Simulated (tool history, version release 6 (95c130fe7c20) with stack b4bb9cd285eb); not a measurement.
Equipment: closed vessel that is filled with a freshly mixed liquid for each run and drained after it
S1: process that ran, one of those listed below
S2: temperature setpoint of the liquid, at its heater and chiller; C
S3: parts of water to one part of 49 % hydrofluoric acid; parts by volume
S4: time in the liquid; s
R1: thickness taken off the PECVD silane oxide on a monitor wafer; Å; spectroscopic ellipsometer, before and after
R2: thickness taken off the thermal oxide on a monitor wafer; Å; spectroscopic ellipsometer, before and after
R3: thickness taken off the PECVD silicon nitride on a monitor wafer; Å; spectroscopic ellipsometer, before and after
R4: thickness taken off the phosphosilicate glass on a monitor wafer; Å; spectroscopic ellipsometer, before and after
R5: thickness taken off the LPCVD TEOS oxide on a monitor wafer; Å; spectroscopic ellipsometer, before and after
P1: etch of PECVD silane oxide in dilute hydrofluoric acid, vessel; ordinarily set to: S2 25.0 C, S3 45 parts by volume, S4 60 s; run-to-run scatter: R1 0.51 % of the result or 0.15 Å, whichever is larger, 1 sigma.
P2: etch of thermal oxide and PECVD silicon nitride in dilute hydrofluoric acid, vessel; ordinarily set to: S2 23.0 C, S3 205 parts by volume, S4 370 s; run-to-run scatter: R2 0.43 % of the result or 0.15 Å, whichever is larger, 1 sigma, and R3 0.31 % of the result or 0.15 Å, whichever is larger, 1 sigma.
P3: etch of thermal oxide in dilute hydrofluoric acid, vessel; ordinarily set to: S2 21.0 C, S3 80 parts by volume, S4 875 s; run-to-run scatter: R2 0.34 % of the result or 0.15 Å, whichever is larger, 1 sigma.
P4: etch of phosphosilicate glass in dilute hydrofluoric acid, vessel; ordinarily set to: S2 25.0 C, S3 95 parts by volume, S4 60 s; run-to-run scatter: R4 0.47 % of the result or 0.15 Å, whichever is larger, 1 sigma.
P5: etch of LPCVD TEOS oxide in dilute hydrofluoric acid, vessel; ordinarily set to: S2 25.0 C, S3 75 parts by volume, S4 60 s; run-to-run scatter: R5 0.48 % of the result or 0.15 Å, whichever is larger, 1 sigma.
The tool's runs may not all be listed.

run   hour  S1    S2   S3    S4      R1        R2       R3       R4      R5
  1   10.9  P1  25.0   45    60  386.31
  2   22.1  P1  25.0   45    30  193.76
  3   37.4  P2  23.0  205   370           66.7310   67.917
  4   50.5  P1  25.0   20    60  904.06
  5   65.4  P3  21.0  110   875          317.4000
  6   78.8  P1  25.0   45    60  383.29
  7   88.1  P1  25.0   45   115  737.03
  8   99.5  P1  32.0   45    60  511.08
  9  112.6  P4  29.5   95    60                             1135.60
 10  121.0  P1  25.0   45    60  386.94
 11  132.9  P5  25.0   75    30                                      148.12
 12  140.5  P2  23.0  205    55            9.9497   10.109
 13  155.9  P2  27.5  205   370           78.8590   89.604
 14  165.7  P1  25.0   45    60  388.04
 15  174.7  P3  21.0   80  1690          880.7100
 16  187.8  P5  25.0   75    60                                      296.09
 17  198.9  P1  21.5   45    60  336.46
 18  206.0  P1  25.0   45    60  386.03
 19  216.8  P4  25.0   95    60                              957.15
 20  227.1  P3  21.0   80   875          453.4500
 21  236.1  P5  25.0  120    60                                      175.13
 22  243.5  P1  25.0   65    30  130.19
 23  252.0  P1  25.0   45    60  387.28
 24  265.6  P3  21.0   80   875          455.9700
 25  277.2  P2  23.0   50   370          327.5300  271.430
 26  285.6  P4  25.0   45    60                             2154.80
 27  292.6  P1  25.0   30    30  298.70
 28  299.4  P1  25.0   70    60  240.68
 29  312.9  P3  17.0   80   875          385.6000
 30  320.9  P4  25.0   95   100                             1590.60
 31  335.2  P5  20.0   75    60                                      241.95
 32  344.5  P1  25.0   45    60  387.80
 33  352.0  P1  25.0   45    60  387.51
 34  365.0  P1  25.0   45    60  400.09
 35  379.2  P1  25.0   45    60  402.08
 36  391.5  P1  25.0   45    60  409.88
 37  406.3  P1  25.0   45    60  405.67
 38  417.9  P1  25.0   45    60  407.05
 39  426.3  P1  25.0   45    60  409.07
 40  435.2  P1  25.0   45    60  411.70

Compared with where it was, what P1 gives has crept away. Each cause listed below fits the log as well as the rest, at the size given for it:
A: hydrofluoric acid flow above the setpoint (%) = 5.57
B: liquid hotter than its thermometer reads (K) = 1.41
The gradual shift began around hour 344.5.

Below are 4 check runs, each averaged over 3 wafers, with their results shown as question marks. Which of them would give clearly different results depending on which cause is behind the drift?
check 1  444.1  P5  21.5   75    30                   ?
check 2  444.1  P3  17.0   80  1605       ?
check 3  444.1  P2  23.0  140    70       ?   ?
check 4  444.1  P4  25.0   50    60               ?

If the cause were each of the candidates in turn, the checks would give the following:
  check  result      if A      if B
check 1      R5    136.08    135.91
check 2      R2  748.2800  749.1100
check 3      R2   21.1400   20.9670
check 3      R3    19.654    20.418
check 4      R4   2043.90   2042.70
Gap, in per cent, between the two causes that each check separates least, read from the result that separates them most: check 1 0.12 %; check 2 0.11 %; check 3 3.81 %; check 4 0.06 %
The other checks would show nearly matching results whichever cause is true, so check 3 is the only one that separates the causes.

Check 3 was carried out, with these results: R2 20.8840 Å; R3 20.367 Å. Which of the listed causes is responsible?

It was cause B: liquid hotter than its thermometer reads (K).
